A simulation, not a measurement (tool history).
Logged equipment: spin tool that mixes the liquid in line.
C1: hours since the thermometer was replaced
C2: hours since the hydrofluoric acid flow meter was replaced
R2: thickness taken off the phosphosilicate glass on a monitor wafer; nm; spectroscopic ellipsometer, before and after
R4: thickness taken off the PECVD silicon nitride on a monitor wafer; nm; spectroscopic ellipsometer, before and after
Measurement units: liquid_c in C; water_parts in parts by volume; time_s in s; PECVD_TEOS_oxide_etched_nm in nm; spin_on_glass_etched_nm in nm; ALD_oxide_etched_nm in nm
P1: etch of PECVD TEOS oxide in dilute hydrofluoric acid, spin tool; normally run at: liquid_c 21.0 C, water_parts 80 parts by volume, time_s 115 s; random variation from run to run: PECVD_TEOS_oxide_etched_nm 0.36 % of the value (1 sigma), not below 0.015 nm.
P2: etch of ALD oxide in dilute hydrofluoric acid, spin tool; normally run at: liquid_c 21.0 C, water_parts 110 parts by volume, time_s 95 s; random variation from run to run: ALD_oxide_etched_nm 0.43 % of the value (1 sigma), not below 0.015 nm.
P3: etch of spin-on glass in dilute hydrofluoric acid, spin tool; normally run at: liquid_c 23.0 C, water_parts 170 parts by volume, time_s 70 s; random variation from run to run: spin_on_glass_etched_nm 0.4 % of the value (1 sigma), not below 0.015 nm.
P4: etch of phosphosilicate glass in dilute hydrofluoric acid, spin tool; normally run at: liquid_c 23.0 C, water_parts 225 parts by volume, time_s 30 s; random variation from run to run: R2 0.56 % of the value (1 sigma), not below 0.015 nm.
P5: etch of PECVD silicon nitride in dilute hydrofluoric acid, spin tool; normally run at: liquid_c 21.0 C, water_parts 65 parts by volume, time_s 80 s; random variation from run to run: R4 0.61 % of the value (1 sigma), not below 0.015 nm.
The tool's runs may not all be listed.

{"run": 1, "hour": 6.3, "process": "P1", "liquid_c": 21.0, "water_parts": 80, "time_s": 115, "C1": 893.0, "C2": 411.0, "PECVD_TEOS_oxide_etched_nm": 13.075}
{"run": 2, "hour": 14.3, "process": "P1", "liquid_c": 21.0, "water_parts": 80, "time_s": 45, "C1": 901.0, "C2": 419.0, "PECVD_TEOS_oxide_etched_nm": 5.1408}
{"run": 3, "hour": 23.5, "process": "P4", "liquid_c": 23.0, "water_parts": 400, "time_s": 30, "C1": 910.2, "C2": 428.2, "R2": 10.317}
{"run": 4, "hour": 29.8, "process": "P1", "liquid_c": 17.5, "water_parts": 80, "time_s": 115, "C1": 916.5, "C2": 434.5, "PECVD_TEOS_oxide_etched_nm": 11.366}
{"run": 5, "hour": 41.3, "process": "P3", "liquid_c": 23.0, "water_parts": 170, "time_s": 70, "C1": 928.0, "C2": 446.0, "spin_on_glass_etched_nm": 8.6686}
{"run": 6, "hour": 53.2, "process": "P1", "liquid_c": 21.0, "water_parts": 80, "time_s": 115, "C1": 939.9, "C2": 457.9, "PECVD_TEOS_oxide_etched_nm": 13.19}
{"run": 7, "hour": 60.9, "process": "P4", "liquid_c": 17.0, "water_parts": 225, "time_s": 30, "C1": 947.6, "C2": 465.6, "R2": 17.413}
{"run": 8, "hour": 72.0, "process": "P1", "liquid_c": 21.0, "water_parts": 80, "time_s": 115, "C1": 958.7, "C2": 476.7, "PECVD_TEOS_oxide_etched_nm": 13.181}
{"run": 9, "hour": 84.0, "process": "P3", "liquid_c": 23.0, "water_parts": 310, "time_s": 70, "C1": 970.7, "C2": 488.7, "spin_on_glass_etched_nm": 4.1081}
{"run": 10, "hour": 95.1, "process": "P5", "liquid_c": 17.0, "water_parts": 65, "time_s": 80, "C1": 981.8, "C2": 499.8, "R4": 4.2895}
{"run": 11, "hour": 103.2, "process": "P5", "liquid_c": 21.0, "water_parts": 65, "time_s": 160, "C1": 989.9, "C2": 507.9, "R4": 11.407}
{"run": 12, "hour": 109.2, "process": "P5", "liquid_c": 21.0, "water_parts": 65, "time_s": 80, "C1": 995.9, "C2": 513.9, "R4": 5.619}
{"run": 13, "hour": 115.5, "process": "P3", "liquid_c": 23.0, "water_parts": 170, "time_s": 135, "C1": 1002.2, "C2": 520.2, "spin_on_glass_etched_nm": 16.559}
{"run": 14, "hour": 121.9, "process": "P4", "liquid_c": 23.0, "water_parts": 225, "time_s": 30, "C1": 1008.6, "C2": 526.6, "R2": 21.835}
{"hour": 124.0, "done": "thermometer replaced"}
{"run": 15, "hour": 128.5, "process": "P1", "liquid_c": 17.5, "water_parts": 80, "time_s": 15, "C1": 4.6, "C2": 533.2, "PECVD_TEOS_oxide_etched_nm": 1.4921}
{"run": 16, "hour": 139.9, "process": "P1", "liquid_c": 26.5, "water_parts": 80, "time_s": 20, "C1": 16.0, "C2": 544.6, "PECVD_TEOS_oxide_etched_nm": 2.8353}
{"run": 17, "hour": 148.0, "process": "P3", "liquid_c": 17.0, "water_parts": 170, "time_s": 70, "C1": 24.1, "C2": 552.7, "spin_on_glass_etched_nm": 6.8505}
{"hour": 148.5, "done": "hydrofluoric acid flow meter replaced"}
{"run": 18, "hour": 155.2, "process": "P2", "liquid_c": 21.0, "water_parts": 110, "time_s": 95, "C1": 31.3, "C2": 6.8, "ALD_oxide_etched_nm": 14.929}
{"run": 19, "hour": 161.9, "process": "P2", "liquid_c": 21.0, "water_parts": 110, "time_s": 95, "C1": 38.0, "C2": 13.5, "ALD_oxide_etched_nm": 14.948}
{"run": 20, "hour": 168.0, "process": "P1", "liquid_c": 27.0, "water_parts": 80, "time_s": 205, "C1": 44.1, "C2": 19.6, "PECVD_TEOS_oxide_etched_nm": 29.931}
{"run": 21, "hour": 178.9, "process": "P1", "liquid_c": 21.0, "water_parts": 25, "time_s": 115, "C1": 55.0, "C2": 30.5, "PECVD_TEOS_oxide_etched_nm": 44.866}
{"run": 22, "hour": 187.9, "process": "P1", "liquid_c": 21.0, "water_parts": 80, "time_s": 200, "C1": 64.0, "C2": 39.5, "PECVD_TEOS_oxide_etched_nm": 22.929}
{"run": 23, "hour": 201.1, "process": "P5", "liquid_c": 21.0, "water_parts": 85, "time_s": 80, "C1": 77.2, "C2": 52.7, "R4": 4.3617}
{"run": 24, "hour": 207.6, "process": "P2", "liquid_c": 21.0, "water_parts": 45, "time_s": 95, "C1": 83.7, "C2": 59.2, "ALD_oxide_etched_nm": 39.585}
{"run": 25, "hour": 214.4, "process": "P2", "liquid_c": 21.0, "water_parts": 110, "time_s": 185, "C1": 90.5, "C2": 66.0, "ALD_oxide_etched_nm": 29.061}
{"run": 26, "hour": 224.0, "process": "P1", "liquid_c": 21.0, "water_parts": 80, "time_s": 115, "C1": 100.1, "C2": 75.6, "PECVD_TEOS_oxide_etched_nm": 13.136}
{"run": 27, "hour": 230.8, "process": "P4", "liquid_c": 23.0, "water_parts": 225, "time_s": 15, "C1": 106.9, "C2": 82.4, "R2": 10.795}
{"run": 28, "hour": 243.3, "process": "P1", "liquid_c": 25.0, "water_parts": 80, "time_s": 115, "C1": 119.4, "C2": 94.9, "PECVD_TEOS_oxide_etched_nm": 15.494}
{"run": 29, "hour": 253.0, "process": "P1", "liquid_c": 21.0, "water_parts": 80, "time_s": 115, "C1": 129.1, "C2": 104.6, "PECVD_TEOS_oxide_etched_nm": 13.159}
{"run": 30, "hour": 259.3, "process": "P2", "liquid_c": 17.0, "water_parts": 110, "time_s": 95, "C1": 135.4, "C2": 110.9, "ALD_oxide_etched_nm": 12.732}

Run 31, settings as shown, results not yet in. Your forecast:
{"run": 31, "hour": 271.6, "process": "P1", "liquid_c": 21.0, "water_parts": 115, "time_s": 115, "C1": 147.7, "C2": 123.2, "PECVD_TEOS_oxide_etched_nm": "?"}

{"run 31": {"PECVD_TEOS_oxide_etched_nm": 8.7912}}

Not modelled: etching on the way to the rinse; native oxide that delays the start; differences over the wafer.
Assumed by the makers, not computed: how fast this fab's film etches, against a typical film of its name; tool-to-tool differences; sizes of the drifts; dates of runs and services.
